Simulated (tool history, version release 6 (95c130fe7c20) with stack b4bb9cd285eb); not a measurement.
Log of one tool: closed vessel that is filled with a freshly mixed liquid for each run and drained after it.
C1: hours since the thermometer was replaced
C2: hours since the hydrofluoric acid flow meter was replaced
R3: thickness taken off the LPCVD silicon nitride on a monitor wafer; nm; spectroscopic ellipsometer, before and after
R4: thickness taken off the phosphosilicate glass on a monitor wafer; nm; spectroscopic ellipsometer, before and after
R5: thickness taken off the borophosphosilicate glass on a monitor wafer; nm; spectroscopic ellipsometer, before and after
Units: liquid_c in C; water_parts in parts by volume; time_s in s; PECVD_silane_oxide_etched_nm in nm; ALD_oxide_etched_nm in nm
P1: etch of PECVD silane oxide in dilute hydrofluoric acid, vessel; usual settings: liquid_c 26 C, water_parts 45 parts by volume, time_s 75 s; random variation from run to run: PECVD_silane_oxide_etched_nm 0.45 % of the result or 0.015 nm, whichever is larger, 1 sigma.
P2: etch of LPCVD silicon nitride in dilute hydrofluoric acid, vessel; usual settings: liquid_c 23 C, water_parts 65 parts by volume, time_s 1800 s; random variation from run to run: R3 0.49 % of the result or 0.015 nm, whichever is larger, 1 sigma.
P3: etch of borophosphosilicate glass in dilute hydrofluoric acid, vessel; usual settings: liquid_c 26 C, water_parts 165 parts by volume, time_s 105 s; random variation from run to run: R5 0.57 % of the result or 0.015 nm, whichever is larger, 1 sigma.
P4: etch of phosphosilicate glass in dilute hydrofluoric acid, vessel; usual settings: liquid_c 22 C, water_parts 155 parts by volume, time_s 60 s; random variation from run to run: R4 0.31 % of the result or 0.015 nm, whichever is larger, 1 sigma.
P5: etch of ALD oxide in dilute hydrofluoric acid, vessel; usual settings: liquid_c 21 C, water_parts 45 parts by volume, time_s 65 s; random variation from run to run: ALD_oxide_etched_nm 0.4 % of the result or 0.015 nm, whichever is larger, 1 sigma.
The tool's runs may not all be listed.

{"run": 1, "hour": 6.8, "process": "P1", "liquid_c": 26, "water_parts": 45, "time_s": 75, "C1": 643.1, "C2": 720.6, "PECVD_silane_oxide_etched_nm": 30.416}
{"run": 2, "hour": 14.3, "process": "P1", "liquid_c": 30, "water_parts": 25, "time_s": 75, "C1": 650.6, "C2": 728.1, "PECVD_silane_oxide_etched_nm": 66.397}
{"run": 3, "hour": 20.0, "process": "P5", "liquid_c": 21, "water_parts": 45, "time_s": 65, "C1": 656.3, "C2": 733.8, "ALD_oxide_etched_nm": 23.61}
{"run": 4, "hour": 25.2, "process": "P1", "liquid_c": 26, "water_parts": 60, "time_s": 75, "C1": 661.5, "C2": 739, "PECVD_silane_oxide_etched_nm": 21.99}
{"run": 5, "hour": 31.1, "process": "P1", "liquid_c": 26, "water_parts": 20, "time_s": 75, "C1": 667.4, "C2": 744.9, "PECVD_silane_oxide_etched_nm": 70.585}
{"run": 6, "hour": 35.3, "process": "P2", "liquid_c": 23, "water_parts": 65, "time_s": 2620, "C1": 671.6, "C2": 749.1, "R3": 19.122}
{"run": 7, "hour": 41.4, "process": "P4", "liquid_c": 22, "water_parts": 25, "time_s": 60, "C1": 677.7, "C2": 755.2, "R4": 266.95}
{"run": 8, "hour": 47.4, "process": "P1", "liquid_c": 32, "water_parts": 45, "time_s": 75, "C1": 683.7, "C2": 761.2, "PECVD_silane_oxide_etched_nm": 38.521}
{"run": 9, "hour": 53.8, "process": "P3", "liquid_c": 26, "water_parts": 165, "time_s": 105, "C1": 690.1, "C2": 767.6, "R5": 28.754}
{"run": 10, "hour": 58.3, "process": "P4", "liquid_c": 22, "water_parts": 155, "time_s": 60, "C1": 694.6, "C2": 772.1, "R4": 36.986}
{"run": 11, "hour": 64.8, "process": "P1", "liquid_c": 26, "water_parts": 45, "time_s": 75, "C1": 701.1, "C2": 778.6, "PECVD_silane_oxide_etched_nm": 30.447}
{"run": 12, "hour": 69.4, "process": "P1", "liquid_c": 26, "water_parts": 45, "time_s": 135, "C1": 705.7, "C2": 783.2, "PECVD_silane_oxide_etched_nm": 54.481}
{"run": 13, "hour": 74.9, "process": "P4", "liquid_c": 22, "water_parts": 155, "time_s": 60, "C1": 711.2, "C2": 788.7, "R4": 36.903}
{"run": 14, "hour": 79.4, "process": "P1", "liquid_c": 26, "water_parts": 45, "time_s": 75, "C1": 715.7, "C2": 793.2, "PECVD_silane_oxide_etched_nm": 30.369}
{"run": 15, "hour": 84.5, "process": "P4", "liquid_c": 22, "water_parts": 155, "time_s": 30, "C1": 720.8, "C2": 798.3, "R4": 18.442}
{"run": 16, "hour": 90.2, "process": "P1", "liquid_c": 26, "water_parts": 45, "time_s": 30, "C1": 726.5, "C2": 804, "PECVD_silane_oxide_etched_nm": 12.037}
{"run": 17, "hour": 95.9, "process": "P3", "liquid_c": 26, "water_parts": 165, "time_s": 30, "C1": 732.2, "C2": 809.7, "R5": 8.1964}
{"run": 18, "hour": 100.6, "process": "P2", "liquid_c": 17, "water_parts": 65, "time_s": 1800, "C1": 736.9, "C2": 814.4, "R3": 8.6958}
{"run": 19, "hour": 106.3, "process": "P1", "liquid_c": 26, "water_parts": 45, "time_s": 75, "C1": 742.6, "C2": 820.1, "PECVD_silane_oxide_etched_nm": 30.193}
{"run": 20, "hour": 112.4, "process": "P3", "liquid_c": 18.5, "water_parts": 165, "time_s": 105, "C1": 748.7, "C2": 826.2, "R5": 21.466}
{"run": 21, "hour": 117.5, "process": "P3", "liquid_c": 26, "water_parts": 300, "time_s": 105, "C1": 753.8, "C2": 831.3, "R5": 13.673}
{"run": 22, "hour": 121.4, "process": "P5", "liquid_c": 21, "water_parts": 75, "time_s": 65, "C1": 757.7, "C2": 835.2, "ALD_oxide_etched_nm": 13.617}
{"run": 23, "hour": 128.7, "process": "P1", "liquid_c": 26, "water_parts": 45, "time_s": 75, "C1": 765, "C2": 842.5, "PECVD_silane_oxide_etched_nm": 30.294}
{"run": 24, "hour": 134.2, "process": "P2", "liquid_c": 23, "water_parts": 65, "time_s": 1800, "C1": 770.5, "C2": 848, "R3": 13.103}
{"run": 25, "hour": 139.4, "process": "P1", "liquid_c": 19, "water_parts": 45, "time_s": 75, "C1": 775.7, "C2": 853.2, "PECVD_silane_oxide_etched_nm": 22.403}
{"run": 26, "hour": 143.3, "process": "P1", "liquid_c": 26, "water_parts": 45, "time_s": 75, "C1": 779.6, "C2": 857.1, "PECVD_silane_oxide_etched_nm": 30.383}
{"run": 27, "hour": 147.8, "process": "P2", "liquid_c": 23, "water_parts": 20, "time_s": 1800, "C1": 784.1, "C2": 861.6, "R3": 41.152}
{"run": 28, "hour": 152.8, "process": "P4", "liquid_c": 29, "water_parts": 155, "time_s": 60, "C1": 789.1, "C2": 866.6, "R4": 48.143}
{"run": 29, "hour": 159.8, "process": "P2", "liquid_c": 23, "water_parts": 65, "time_s": 1800, "C1": 796.1, "C2": 873.6, "R3": 13.105}
{"run": 30, "hour": 163.9, "process": "P5", "liquid_c": 25, "water_parts": 45, "time_s": 65, "C1": 800.2, "C2": 877.7, "ALD_oxide_etched_nm": 27.577}
{"run": 31, "hour": 169.9, "process": "P5", "liquid_c": 21, "water_parts": 45, "time_s": 65, "C1": 806.2, "C2": 883.7, "ALD_oxide_etched_nm": 23.537}
{"run": 32, "hour": 176.1, "process": "P1", "liquid_c": 21.5, "water_parts": 45, "time_s": 145, "C1": 812.4, "C2": 889.9, "PECVD_silane_oxide_etched_nm": 48.667}
{"run": 33, "hour": 182.5, "process": "P5", "liquid_c": 21, "water_parts": 45, "time_s": 30, "C1": 818.8, "C2": 896.3, "ALD_oxide_etched_nm": 10.965}
{"run": 34, "hour": 188.2, "process": "P1", "liquid_c": 26, "water_parts": 45, "time_s": 75, "C1": 824.5, "C2": 902, "PECVD_silane_oxide_etched_nm": 30.139}
{"run": 35, "hour": 192.4, "process": "P1", "liquid_c": 26, "water_parts": 45, "time_s": 75, "C1": 828.7, "C2": 906.2, "PECVD_silane_oxide_etched_nm": 31.01}
{"run": 36, "hour": 198.6, "process": "P1", "liquid_c": 26, "water_parts": 45, "time_s": 75, "C1": 834.9, "C2": 912.4, "PECVD_silane_oxide_etched_nm": 31.408}
{"run": 37, "hour": 204.8, "process": "P1", "liquid_c": 26, "water_parts": 45, "time_s": 75, "C1": 841.1, "C2": 918.6, "PECVD_silane_oxide_etched_nm": 32.29}
{"run": 38, "hour": 210.4, "process": "P1", "liquid_c": 26, "water_parts": 45, "time_s": 75, "C1": 846.7, "C2": 924.2, "PECVD_silane_oxide_etched_nm": 32.396}
{"run": 39, "hour": 215.9, "process": "P1", "liquid_c": 26, "water_parts": 45, "time_s": 75, "C1": 852.2, "C2": 929.7, "PECVD_silane_oxide_etched_nm": 32.257}
{"run": 40, "hour": 219.9, "process": "P1", "liquid_c": 26, "water_parts": 45, "time_s": 75, "C1": 856.2, "C2": 933.7, "PECVD_silane_oxide_etched_nm": 32.576}
{"run": 41, "hour": 224.6, "process": "P1", "liquid_c": 26, "water_parts": 45, "time_s": 75, "C1": 860.9, "C2": 938.4, "PECVD_silane_oxide_etched_nm": 32.776}
{"run": 42, "hour": 230.6, "process": "P1", "liquid_c": 26, "water_parts": 45, "time_s": 75, "C1": 866.9, "C2": 944.4, "PECVD_silane_oxide_etched_nm": 32.794}
{"run": 43, "hour": 237.6, "process": "P1", "liquid_c": 26, "water_parts": 45, "time_s": 75, "C1": 873.9, "C2": 951.4, "PECVD_silane_oxide_etched_nm": 33.029}

What P1 gives has crept away from where it was. These 2 causes fit the log equally well, each at the size given:
A: hydrofluoric acid flow above the setpoint (%) = 7.67
B: liquid hotter than its thermometer reads (K) = 1.94
The creep began at about hour 188.2.

4 check runs are offered, one wafer each, their results left as question marks. Which one tells the causes apart?
{"run": "check 1", "hour": 244.6, "process": "P3", "liquid_c": 20, "water_parts": 165, "time_s": 105, "R5": "?"}
{"run": "check 2", "hour": 244.6, "process": "P4", "liquid_c": 22, "water_parts": 30, "time_s": 30, "R4": "?"}
{"run": "check 3", "hour": 244.6, "process": "P5", "liquid_c": 21, "water_parts": 60, "time_s": 40, "ALD_oxide_etched_nm": "?"}
{"run": "check 4", "hour": 244.6, "process": "P2", "liquid_c": 23, "water_parts": 25, "time_s": 1800, "R3": "?"}

What each check would give under each cause:
check=check_1 result=R5 if_A=24.814 if_B=24.561
check=check_2 result=R4 if_A=119.17 if_B=119.78
check=check_3 result=ALD_oxide_etched_nm if_A=11.552 if_B=11.57
check=check_4 result=R3 if_A=35.742 if_B=38.02
How far apart the two closest causes lie, in the result that separates them most: check 1 1.02 %; check 2 0.51 %; check 3 0.15 %; check 4 6.18 %
Check 4 tells the causes apart: in the others they would give nearly the same result.

Check 4 was then run and gave: R3 37.788 nm. Which cause is it?

It is B: liquid hotter than its thermometer reads (K).
